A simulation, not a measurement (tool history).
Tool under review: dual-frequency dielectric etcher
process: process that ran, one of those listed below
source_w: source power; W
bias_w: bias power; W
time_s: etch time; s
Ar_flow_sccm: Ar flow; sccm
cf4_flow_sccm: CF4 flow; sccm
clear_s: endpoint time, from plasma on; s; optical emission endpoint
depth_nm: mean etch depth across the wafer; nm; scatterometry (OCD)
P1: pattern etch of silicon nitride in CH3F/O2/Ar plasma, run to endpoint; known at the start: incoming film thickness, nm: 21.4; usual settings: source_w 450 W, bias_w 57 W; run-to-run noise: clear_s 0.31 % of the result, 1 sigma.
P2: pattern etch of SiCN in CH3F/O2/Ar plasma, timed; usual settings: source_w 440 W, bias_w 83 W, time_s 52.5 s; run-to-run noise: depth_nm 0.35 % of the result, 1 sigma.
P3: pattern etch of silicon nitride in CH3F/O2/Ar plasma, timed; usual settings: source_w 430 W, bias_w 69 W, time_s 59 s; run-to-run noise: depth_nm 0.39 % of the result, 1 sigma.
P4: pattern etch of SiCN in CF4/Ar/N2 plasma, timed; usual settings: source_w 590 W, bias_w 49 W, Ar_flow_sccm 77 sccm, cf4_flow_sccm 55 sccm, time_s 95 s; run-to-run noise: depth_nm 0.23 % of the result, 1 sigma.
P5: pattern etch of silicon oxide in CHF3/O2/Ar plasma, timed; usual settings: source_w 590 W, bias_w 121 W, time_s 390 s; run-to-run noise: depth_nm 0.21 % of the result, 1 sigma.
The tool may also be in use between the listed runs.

| run | hour | process | source_w | bias_w | time_s | Ar_flow_sccm | cf4_flow_sccm | clear_s | depth_nm |
|---|---|---|---|---|---|---|---|---|---|
| 1 | 5.2 | P1 | 450 | 57 |  |  |  | 31.166 |  |
| 2 | 8.2 | P5 | 590 | 121 | 390 |  |  |  | 682.25 |
| 3 | 11.5 | P2 | 600 | 83 | 52.5 |  |  |  | 24.382 |
| 4 | 15.2 | P5 | 590 | 155 | 390 |  |  |  | 737.85 |
| 5 | 19.6 | P2 | 440 | 118 | 52.5 |  |  |  | 24.834 |
| 6 | 25.1 | P4 | 350 | 49 | 95 | 77 | 55 |  | 59.311 |
| 7 | 29.3 | P1 | 530 | 46 |  |  |  | 31.118 |  |
| 8 | 32.8 | P3 | 430 | 69 | 59 |  |  |  | 42.524 |
| 9 | 35.3 | P1 | 570 | 57 |  |  |  | 28.366 |  |
| 10 | 37.9 | P1 | 450 | 79 |  |  |  | 27.974 |  |
| 11 | 43.3 | P1 | 340 | 57 |  |  |  | 34.712 |  |
| 12 | 46.8 | P5 | 830 | 121 | 390 |  |  |  | 779.53 |
| 13 | 51.2 | P3 | 430 | 69 | 32.5 |  |  |  | 23.447 |
| 14 | 53.9 | P2 | 440 | 83 | 78.5 |  |  |  | 32.331 |
| 15 | 59.3 | P4 | 590 | 49 | 95 | 50 | 55 |  | 101.27 |
| 16 | 64.4 | P4 | 590 | 49 | 74 | 77 | 55 |  | 73.285 |
| 17 | 68.8 | P1 | 450 | 57 |  |  |  | 30.935 |  |
| 18 | 72.7 | P4 | 590 | 49 | 95 | 77 | 77 |  | 99.793 |
| 19 | 75.7 | P1 | 290 | 74 |  |  |  | 33.626 |  |
| 20 | 80.7 | P4 | 590 | 49 | 95 | 77 | 55 |  | 94.338 |
| 21 | 83.3 | P4 | 590 | 49 | 95 | 77 | 55 |  | 94.566 |
| 22 | 87.7 | P3 | 610 | 69 | 59 |  |  |  | 48.652 |
| 23 | 91.7 | P3 | 430 | 69 | 59 |  |  |  | 42.514 |
| 24 | 97.2 | P4 | 590 | 67 | 95 | 77 | 55 |  | 104.02 |
| 25 | 100.4 | P1 | 360 | 46 |  |  |  | 36.142 |  |
| 26 | 104.9 | P1 | 450 | 57 |  |  |  | 31.285 |  |
| 27 | 109.2 | P2 | 440 | 83 | 52.5 |  |  |  | 21.688 |
| 28 | 113.2 | P1 | 450 | 57 |  |  |  | 30.971 |  |
| 29 | 118.1 | P1 | 450 | 57 |  |  |  | 30.81 |  |
| 30 | 122.2 | P5 | 590 | 121 | 282.5 |  |  |  | 494.17 |
| 31 | 126.4 | P1 | 450 | 42 |  |  |  | 34.23 |  |
| 32 | 130 | P3 | 430 | 92 | 59 |  |  |  | 47.169 |
| 33 | 135 | P1 | 450 | 57 |  |  |  | 31.112 |  |
| 34 | 139.8 | P1 | 450 | 57 |  |  |  | 31.165 |  |
| 35 | 144.7 | P1 | 450 | 57 |  |  |  | 30.881 |  |
| 36 | 148.1 | P1 | 450 | 57 |  |  |  | 30.857 |  |
| 37 | 152.2 | P1 | 450 | 57 |  |  |  | 30.766 |  |
| 38 | 156.8 | P1 | 450 | 57 |  |  |  | 30.576 |  |
|  | 158 | wet clean of the chamber |
| 39 | 160.9 | P1 | 450 | 57 |  |  |  | 30.738 |  |
| 40 | 164.9 | P1 | 450 | 57 |  |  |  | 30.613 |  |
| 41 | 168.5 | P1 | 450 | 57 |  |  |  | 30.737 |  |
| 42 | 171.2 | P1 | 450 | 57 |  |  |  | 30.661 |  |
| 43 | 174.4 | P1 | 450 | 57 |  |  |  | 30.751 |  |
| 44 | 177.9 | P1 | 450 | 57 |  |  |  | 30.499 |  |
| 45 | 182 | P1 | 450 | 57 |  |  |  | 30.522 |  |

Compared with where it was, what P1 gives has crept away. Each cause listed below fits the log as well as the rest, at the size given for it:
A: source power that arrives over what is set, % = 4.05
B: bias power that arrives over what is set, % = 4.88
Onset of the creep was near hour 139.8.
Other possible causes, and why each is ruled out:
chamber walls in a state that raises the etch rate, %: serviced at hour 158, after the change had begun; the process did not return to its earlier output

Of the 4 check runs listed below, each run on one wafer and each result written as a question mark, which would let you distinguish the listed causes because they would give clearly different results?
| check 1 | 186.1 | P4 | 590 | 49 | 95 | 77 | 71 |  | ? |
| check 2 | 186.1 | P5 | 590 | 121 | 294.5 |  |  |  | ? |
| check 3 | 186.1 | P2 | 590 | 83 | 78 |  |  |  | ? |
| check 4 | 186.1 | P3 | 430 | 88 | 34.5 |  |  |  | ? |

If the cause were each of the candidates in turn, the checks would give the following:
| check | result | if A | if B |
|---|---|---|---|
| check 1 | depth_nm | 101.96 | 99.8 |
| check 2 | depth_nm | 522.91 | 522.5 |
| check 3 | depth_nm | 36.636 | 36.71 |
| check 4 | depth_nm | 27.539 | 27.598 |
Separation of the two closest causes in each check, using whichever result separates them best: check 1 2.14 %; check 2 0.08 %; check 3 0.2 %; check 4 0.21 %
Check 1 tells the causes apart: in the others they would give nearly the same result.

Here is what check 1 returned: depth_nm 99.704 nm. Which cause is it?

It was cause B: bias power that arrives over what is set, %.

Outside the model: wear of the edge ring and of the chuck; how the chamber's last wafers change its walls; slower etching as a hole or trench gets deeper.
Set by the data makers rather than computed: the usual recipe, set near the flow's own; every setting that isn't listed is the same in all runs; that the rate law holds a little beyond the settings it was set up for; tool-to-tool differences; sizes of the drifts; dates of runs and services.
